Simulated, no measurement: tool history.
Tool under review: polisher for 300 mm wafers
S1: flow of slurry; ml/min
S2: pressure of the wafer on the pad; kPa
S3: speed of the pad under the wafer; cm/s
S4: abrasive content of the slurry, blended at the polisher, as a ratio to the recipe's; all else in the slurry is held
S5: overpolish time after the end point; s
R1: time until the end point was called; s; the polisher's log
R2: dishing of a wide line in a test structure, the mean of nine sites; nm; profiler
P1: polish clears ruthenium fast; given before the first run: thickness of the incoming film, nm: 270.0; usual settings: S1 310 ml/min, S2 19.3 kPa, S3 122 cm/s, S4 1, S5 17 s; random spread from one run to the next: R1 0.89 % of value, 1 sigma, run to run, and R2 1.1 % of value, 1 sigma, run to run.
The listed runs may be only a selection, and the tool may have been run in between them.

run 1 day=0.288 | S1=310 S2=19.3 S3=122 S4=1 S5=17 | R1=52.524 R2=53.27
run 2 day=0.525 | S1=310 S2=10.3 S3=122 S4=1 S5=17 | R1=98.356 R2=34.327
run 3 day=0.95 | S1=310 S2=19.3 S3=122 S4=1 S5=5 | R1=52.63 R2=20.664
run 4 day=1.404 | S1=310 S2=19.3 S3=54 S4=1 S5=17 | R1=119.58 R2=29.081
run 5 day=1.604 | S1=310 S2=29.6 S3=122 S4=1 S5=17 | R1=34.503 R2=67.656
run 6 day=1.846 | S1=185 S2=19.3 S3=122 S4=1 S5=17 | R1=55.317 R2=52.782
-- day=1.867 slurry blender recalibrated
run 7 day=2.121 | S1=310 S2=19.3 S3=122 S4=1 S5=17 | R1=52.971 R2=54.157
run 8 day=2.325 | S1=310 S2=19.3 S3=122 S4=0.55 S5=17 | R1=70.179 R2=43.832
run 9 day=2.75 | S1=310 S2=19.3 S3=122 S4=1 S5=17 | R1=52.636 R2=54.733
run 10 day=2.996 | S1=185 S2=19.3 S3=150 S4=1 S5=17 | R1=45.1 R2=58.8
run 11 day=3.383 | S1=310 S2=19.3 S3=122 S4=1 S5=31 | R1=52.173 R2=74.001
run 12 day=3.712 | S1=310 S2=19.3 S3=122 S4=1 S5=17 | R1=53.106 R2=53.702
run 13 day=4.158 | S1=310 S2=19.3 S3=154 S4=1 S5=17 | R1=41.992 R2=61.942
run 14 day=4.579 | S1=310 S2=19.3 S3=122 S4=1.25 S5=17 | R1=47.996 R2=56.986
run 15 day=4.938 | S1=310 S2=19.3 S3=122 S4=1 S5=17 | R1=52.18 R2=54.024

Forecast run 16:
run 16 day=5.275 | S1=460 S2=19.3 S3=122 S4=1 S5=17 | R1=? R2=?

R1: 50.758 s
R2: 54.574 nm

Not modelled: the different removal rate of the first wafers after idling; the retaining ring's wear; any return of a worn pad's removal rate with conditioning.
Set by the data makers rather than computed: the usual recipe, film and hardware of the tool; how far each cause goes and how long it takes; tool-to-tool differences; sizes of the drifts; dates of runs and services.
